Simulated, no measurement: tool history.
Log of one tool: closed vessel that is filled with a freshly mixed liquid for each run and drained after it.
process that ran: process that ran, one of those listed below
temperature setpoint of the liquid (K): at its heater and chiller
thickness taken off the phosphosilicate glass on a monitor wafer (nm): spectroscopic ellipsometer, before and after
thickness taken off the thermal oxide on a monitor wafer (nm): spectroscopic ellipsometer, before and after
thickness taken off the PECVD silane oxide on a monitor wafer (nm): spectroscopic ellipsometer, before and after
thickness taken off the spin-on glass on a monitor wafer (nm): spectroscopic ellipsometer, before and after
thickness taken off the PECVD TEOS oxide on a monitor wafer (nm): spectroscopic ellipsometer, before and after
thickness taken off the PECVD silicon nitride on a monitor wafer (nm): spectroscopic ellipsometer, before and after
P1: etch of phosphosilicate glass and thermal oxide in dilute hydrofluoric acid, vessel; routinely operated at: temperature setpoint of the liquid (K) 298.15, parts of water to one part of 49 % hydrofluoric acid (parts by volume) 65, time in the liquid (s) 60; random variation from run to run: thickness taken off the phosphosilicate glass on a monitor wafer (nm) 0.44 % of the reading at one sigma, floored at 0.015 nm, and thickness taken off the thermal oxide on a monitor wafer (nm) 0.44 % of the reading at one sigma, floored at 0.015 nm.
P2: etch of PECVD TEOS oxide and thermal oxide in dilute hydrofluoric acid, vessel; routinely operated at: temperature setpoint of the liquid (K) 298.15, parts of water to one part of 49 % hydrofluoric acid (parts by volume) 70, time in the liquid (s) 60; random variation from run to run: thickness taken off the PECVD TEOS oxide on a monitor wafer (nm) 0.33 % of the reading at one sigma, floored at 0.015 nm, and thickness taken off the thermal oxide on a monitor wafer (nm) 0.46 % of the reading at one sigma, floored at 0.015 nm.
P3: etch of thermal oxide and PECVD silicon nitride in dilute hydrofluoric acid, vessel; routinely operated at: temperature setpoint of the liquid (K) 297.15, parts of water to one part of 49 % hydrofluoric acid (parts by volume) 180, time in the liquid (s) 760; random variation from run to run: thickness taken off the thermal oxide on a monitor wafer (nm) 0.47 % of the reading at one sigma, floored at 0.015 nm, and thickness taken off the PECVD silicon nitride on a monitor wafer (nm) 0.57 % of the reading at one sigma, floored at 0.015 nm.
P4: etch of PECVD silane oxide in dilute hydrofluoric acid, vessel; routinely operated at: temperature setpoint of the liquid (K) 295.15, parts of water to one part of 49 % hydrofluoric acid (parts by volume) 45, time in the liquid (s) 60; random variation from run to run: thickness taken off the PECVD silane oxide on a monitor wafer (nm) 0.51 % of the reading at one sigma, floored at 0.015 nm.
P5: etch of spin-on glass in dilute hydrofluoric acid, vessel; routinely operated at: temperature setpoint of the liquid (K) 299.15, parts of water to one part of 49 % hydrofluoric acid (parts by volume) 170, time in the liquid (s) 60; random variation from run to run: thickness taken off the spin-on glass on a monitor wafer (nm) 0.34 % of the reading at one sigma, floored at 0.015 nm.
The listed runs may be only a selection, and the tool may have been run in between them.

run   hour  process that ran  temperature setpoint of the liquid (K)  parts of water to one part of 49 % hydrofluoric acid (parts by volume)  time in the liquid (s)  thickness taken off the phosphosilicate glass on a monitor wafer (nm)  thickness taken off the thermal oxide on a monitor wafer (nm)  thickness taken off the PECVD silane oxide on a monitor wafer (nm)  thickness taken off the spin-on glass on a monitor wafer (nm)  thickness taken off the PECVD TEOS oxide on a monitor wafer (nm)  thickness taken off the PECVD silicon nitride on a monitor wafer (nm)
  1   13.7                P1                                  298.15                                                                      65                      60                                                                 72.651                                                        4.90650
  2   27.2                P4                                  290.15                                                                      45                      60                                                                                                                                                                                                    30.759
  3   35.3                P1                                  305.65                                                                      65                      60                                                                 97.273                                                        6.48650
  4   45.2                P5                                  299.15                                                                     170                      30                                                                                                                                                                                                                                                                   8.1489
  5   57.6                P5                                  293.15                                                                     170                      60                                                                                                                                                                                                                                                                  12.9440
  6   65.8                P1                                  298.15                                                                     115                      60                                                                 38.633                                                        2.57940
  7   73.9                P2                                  291.65                                                                      70                      60                                                                                                                               3.28620                                                                                                                                                                                               13.110
  8   86.1                P1                                  298.15                                                                     110                      35                                                                 23.809                                                        1.58200
  9  102.0                P1                                  298.15                                                                      65                      60                                                                 73.678                                                        4.79870
 10  117.2                P1                                  298.15                                                                      65                      30                                                                 36.512                                                        2.42630
 11  127.4                P3                                  297.15                                                                     180                     760                                                                                                                              19.31800                                                                                                                                                                                                                                                                    11.12800
 12  140.8                P1                                  298.15                                                                      65                      90                                                                109.400                                                        7.30070
 13  152.7                P1                                  298.15                                                                      65                      60                                                                 72.995                                                        4.82740
 14  159.7                P3                                  297.15                                                                      35                     760                                                                                                                             119.16000                                                                                                                                                                                                                                                                    55.64800
 15  170.5                P3                                  297.15                                                                     180                     760                                                                                                                              19.34500                                                                                                                                                                                                                                                                    11.12100
 16  184.9                P5                                  299.15                                                                     170                      60                                                                                                                                                                                                                                                                  16.2550
 17  198.0                P1                                  298.15                                                                      35                      60                                                                140.580                                                        9.31440
 18  207.1                P5                                  299.15                                                                     170                      60                                                                                                                                                                                                                                                                  16.2370
 19  220.5                P4                                  295.15                                                                      45                      95                                                                                                                                                                                                    60.008
 20  235.4                P1                                  298.15                                                                      65                      60                                                                 72.636                                                        4.87670
 21  245.9                P2                                  298.15                                                                      70                      30                                                                                                                               2.12610                                                                                                                                                                                                8.635
 22  254.1                P3                                  297.15                                                                     180                      30                                                                                                                               0.74787                                                                                                                                                                                                                                                                     0.43079
 23  264.2                P2                                  298.15                                                                      20                      60                                                                                                                              15.99100                                                                                                                                                                                               64.185
 24  273.5                P2                                  298.15                                                                      70                      60                                                                                                                               4.28510                                                                                                                                                                                               17.189
 25  284.6                P4                                  295.15                                                                      45                      60                                                                                                                                                                                                    37.969
 26  291.6                P1                                  298.15                                                                      65                      60                                                                 72.699                                                        4.83390
 27  299.7                P4                                  295.15                                                                      20                      60                                                                                                                                                                                                    88.528
 28  311.3                P1                                  291.65                                                                      65                      60                                                                 55.565                                                        3.68790
 29  326.2                P3                                  291.15                                                                     180                     760                                                                                                                              15.18200                                                                                                                                                                                                                                                                     7.41820
 30  335.2                P5                                  299.15                                                                      30                      60                                                                                                                                                                                                                                                                 111.1200
 31  343.5                P1                                  298.15                                                                      65                      60                                                                 72.674                                                        4.85080
 32  356.1                P1                                  298.15                                                                      65                      60                                                                 74.254                                                        4.96300
 33  371.0                P1                                  298.15                                                                      65                      60                                                                 75.619                                                        5.08670
 34  384.5                P1                                  298.15                                                                      65                      60                                                                 77.442                                                        5.14350
 35  400.4                P1                                  298.15                                                                      65                      60                                                                 76.992                                                        5.19070

What will run 36 give?
 36  412.8                P1                                  298.15                                                                      65                      60                                                                      ?                                                              ?

{"run 36": {"thickness taken off the phosphosilicate glass on a monitor wafer (nm)": 77.254, "thickness taken off the thermal oxide on a monitor wafer (nm)": 5.1539}}

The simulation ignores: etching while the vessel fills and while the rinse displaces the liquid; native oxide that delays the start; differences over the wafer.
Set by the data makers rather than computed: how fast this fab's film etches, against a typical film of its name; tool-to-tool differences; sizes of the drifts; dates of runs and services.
